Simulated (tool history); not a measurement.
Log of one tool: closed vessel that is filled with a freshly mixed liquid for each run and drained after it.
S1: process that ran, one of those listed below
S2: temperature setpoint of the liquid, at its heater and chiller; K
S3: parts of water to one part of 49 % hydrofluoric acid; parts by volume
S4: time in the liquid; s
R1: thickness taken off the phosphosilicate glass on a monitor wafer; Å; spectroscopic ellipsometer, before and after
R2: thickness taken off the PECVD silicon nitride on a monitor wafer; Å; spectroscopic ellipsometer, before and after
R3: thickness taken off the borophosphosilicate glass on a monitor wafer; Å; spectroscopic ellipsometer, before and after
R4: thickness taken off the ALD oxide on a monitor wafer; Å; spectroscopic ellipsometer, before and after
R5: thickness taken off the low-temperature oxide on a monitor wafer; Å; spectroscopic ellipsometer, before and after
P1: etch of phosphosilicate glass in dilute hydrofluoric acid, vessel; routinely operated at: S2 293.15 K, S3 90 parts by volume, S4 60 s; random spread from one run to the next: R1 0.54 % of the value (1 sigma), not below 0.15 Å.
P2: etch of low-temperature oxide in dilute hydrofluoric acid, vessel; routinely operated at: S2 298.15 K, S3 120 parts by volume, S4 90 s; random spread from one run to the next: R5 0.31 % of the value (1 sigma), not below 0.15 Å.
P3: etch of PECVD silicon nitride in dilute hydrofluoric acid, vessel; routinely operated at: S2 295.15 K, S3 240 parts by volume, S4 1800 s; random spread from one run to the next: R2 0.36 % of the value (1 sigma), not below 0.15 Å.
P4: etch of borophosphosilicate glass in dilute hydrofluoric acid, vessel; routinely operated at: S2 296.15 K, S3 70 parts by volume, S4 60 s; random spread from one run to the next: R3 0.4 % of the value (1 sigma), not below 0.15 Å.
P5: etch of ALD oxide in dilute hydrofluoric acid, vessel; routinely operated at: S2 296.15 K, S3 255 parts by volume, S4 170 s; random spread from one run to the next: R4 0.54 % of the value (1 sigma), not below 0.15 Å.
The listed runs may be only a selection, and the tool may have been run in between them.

run,hour,S1,S2,S3,S4,R1,R2,R3,R4,R5
1,16.3,P1,293.15,90,60,345.48,,,,
2,33.9,P1,293.15,130,60,228.18,,,,
3,49.1,P3,295.15,105,1800,,413.17,,,
4,61.5,P1,293.15,90,60,344.52,,,,
5,77.1,P4,296.15,105,60,,,149.59,,
6,85.6,P4,296.15,70,60,,,233.09,,
7,103.4,P5,296.15,60,170,,,,747.19,
8,112.5,P1,290.15,130,60,202.63,,,,
9,123.6,P1,293.15,90,60,343.72,,,,
10,134.5,P5,291.65,255,170,,,,118.93,
11,144.8,P2,292.65,120,90,,,,,202.300
# hour 144.9: hydrofluoric acid flow meter replaced
12,158.6,P1,290.15,90,60,303.53,,,,
13,166.9,P1,293.15,90,60,347.93,,,,
14,182.9,P5,296.15,255,250,,,,208.33,
15,196.1,P5,296.15,255,170,,,,141.48,
16,207.0,P2,298.15,120,30,,,,,83.804
17,215.6,P1,297.65,90,110,765.26,,,,
18,231.6,P3,290.65,240,1800,,135.44,,,
19,244.8,P2,298.15,20,90,,,,,1718.300
20,253.4,P1,293.15,40,60,826.44,,,,
21,268.2,P2,298.15,120,90,,,,,252.140
22,285.1,P1,293.15,90,30,171.73,,,,

What will run 23 give?
23,294.8,P4,290.15,70,60,,,?,,

R3: 182.83 Å

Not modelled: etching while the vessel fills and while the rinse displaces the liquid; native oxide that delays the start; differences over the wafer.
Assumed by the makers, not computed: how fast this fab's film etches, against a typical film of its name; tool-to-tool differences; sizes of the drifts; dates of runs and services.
